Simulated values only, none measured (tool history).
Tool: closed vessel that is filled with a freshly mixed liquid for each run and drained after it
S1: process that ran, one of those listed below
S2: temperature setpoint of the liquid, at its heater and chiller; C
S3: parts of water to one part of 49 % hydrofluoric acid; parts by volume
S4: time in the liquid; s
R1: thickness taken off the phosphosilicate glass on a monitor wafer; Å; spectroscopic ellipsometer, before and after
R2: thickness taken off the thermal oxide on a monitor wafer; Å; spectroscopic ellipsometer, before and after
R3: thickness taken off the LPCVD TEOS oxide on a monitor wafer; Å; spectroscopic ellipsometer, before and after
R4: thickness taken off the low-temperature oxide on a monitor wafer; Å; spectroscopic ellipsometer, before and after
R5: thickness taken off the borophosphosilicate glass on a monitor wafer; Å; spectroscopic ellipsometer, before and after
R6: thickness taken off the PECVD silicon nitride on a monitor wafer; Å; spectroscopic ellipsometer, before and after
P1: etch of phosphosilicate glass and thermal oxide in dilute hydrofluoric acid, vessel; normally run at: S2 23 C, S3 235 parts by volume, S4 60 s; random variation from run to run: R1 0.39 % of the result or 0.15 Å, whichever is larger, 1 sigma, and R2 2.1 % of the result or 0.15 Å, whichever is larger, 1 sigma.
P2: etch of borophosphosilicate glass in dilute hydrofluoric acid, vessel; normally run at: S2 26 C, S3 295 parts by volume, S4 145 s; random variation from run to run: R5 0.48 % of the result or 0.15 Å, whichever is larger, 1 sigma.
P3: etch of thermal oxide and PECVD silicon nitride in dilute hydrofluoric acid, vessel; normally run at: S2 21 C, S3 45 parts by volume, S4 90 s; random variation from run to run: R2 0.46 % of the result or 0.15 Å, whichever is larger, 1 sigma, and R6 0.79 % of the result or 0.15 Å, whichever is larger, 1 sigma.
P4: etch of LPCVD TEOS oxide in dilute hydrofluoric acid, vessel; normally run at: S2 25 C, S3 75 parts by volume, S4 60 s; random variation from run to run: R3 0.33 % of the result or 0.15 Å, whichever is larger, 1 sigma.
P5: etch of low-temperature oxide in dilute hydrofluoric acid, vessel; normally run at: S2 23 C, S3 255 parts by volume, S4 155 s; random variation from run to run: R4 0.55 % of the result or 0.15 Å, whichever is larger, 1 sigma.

Run 1, hour 8.8: S1 P1, S2 23 C, S3 235 parts by volume, S4 60 s. Result: R1 172.48 Å, R2 10.559 Å.
Run 2, hour 16.5: S1 P4, S2 25 C, S3 75 parts by volume, S4 60 s. Result: R3 449.3 Å.
Run 3, hour 21.8: S1 P4, S2 25 C, S3 75 parts by volume, S4 30 s. Result: R3 224.04 Å.
Run 4, hour 31.1: S1 P1, S2 23 C, S3 235 parts by volume, S4 60 s. Result: R1 172.58 Å, R2 10.562 Å.
Run 5, hour 36.5: S1 P1, S2 23 C, S3 355 parts by volume, S4 60 s. Result: R1 101.97 Å, R2 6.1112 Å.
Run 6, hour 41.9: S1 P4, S2 25 C, S3 140 parts by volume, S4 60 s. Result: R3 222.75 Å.
Run 7, hour 49.2: S1 P5, S2 23 C, S3 255 parts by volume, S4 155 s. Result: R4 136.67 Å.
Run 8, hour 57.7: S1 P2, S2 26 C, S3 295 parts by volume, S4 30 s. Result: R5 29.429 Å.
Run 9, hour 62.8: S1 P1, S2 23 C, S3 235 parts by volume, S4 60 s. Result: R1 172.9 Å, R2 10.469 Å.
Run 10, hour 67.3: S1 P5, S2 23 C, S3 255 parts by volume, S4 155 s. Result: R4 137.59 Å.
Run 11, hour 74.9: S1 P4, S2 31 C, S3 75 parts by volume, S4 60 s. Result: R3 570.43 Å.
Run 12, hour 82: S1 P1, S2 28 C, S3 235 parts by volume, S4 30 s. Result: R1 102.89 Å, R2 6.296 Å.
Run 13, hour 89.8: S1 P3, S2 21 C, S3 45 parts by volume, S4 30 s. Result: R2 29.124 Å, R6 9.2868 Å.
Run 14, hour 98.5: S1 P1, S2 23 C, S3 235 parts by volume, S4 60 s. Result: R1 172.7 Å, R2 10.644 Å.
Run 15, hour 103.7: S1 P2, S2 18 C, S3 295 parts by volume, S4 145 s. Result: R5 107.81 Å.
Run 16, hour 109.2: S1 P4, S2 25 C, S3 75 parts by volume, S4 60 s. Result: R3 448.75 Å.
Run 17, hour 116.5: S1 P1, S2 23 C, S3 75 parts by volume, S4 60 s. Result: R1 645.89 Å, R2 39.471 Å.
Run 18, hour 121.4: S1 P1, S2 23 C, S3 235 parts by volume, S4 60 s. Result: R1 172.44 Å, R2 10.256 Å.
Run 19, hour 125.7: S1 P1, S2 23 C, S3 235 parts by volume, S4 30 s. Result: R1 86.502 Å, R2 5.4269 Å.
Run 20, hour 130.5: S1 P3, S2 17 C, S3 45 parts by volume, S4 90 s. Result: R2 74.389 Å, R6 20.234 Å.
Run 21, hour 134.8: S1 P1, S2 23 C, S3 235 parts by volume, S4 60 s. Result: R1 172.22 Å, R2 10.585 Å.
Run 22, hour 139.7: S1 P3, S2 21 C, S3 45 parts by volume, S4 90 s. Result: R2 87.832 Å, R6 27.018 Å.

The next listed run, before its measurement:
Run 23, hour 146.9: S1 P5, S2 23 C, S3 455 parts by volume, S4 155 s. Result: R4 ?.

R4: 63.909 Å
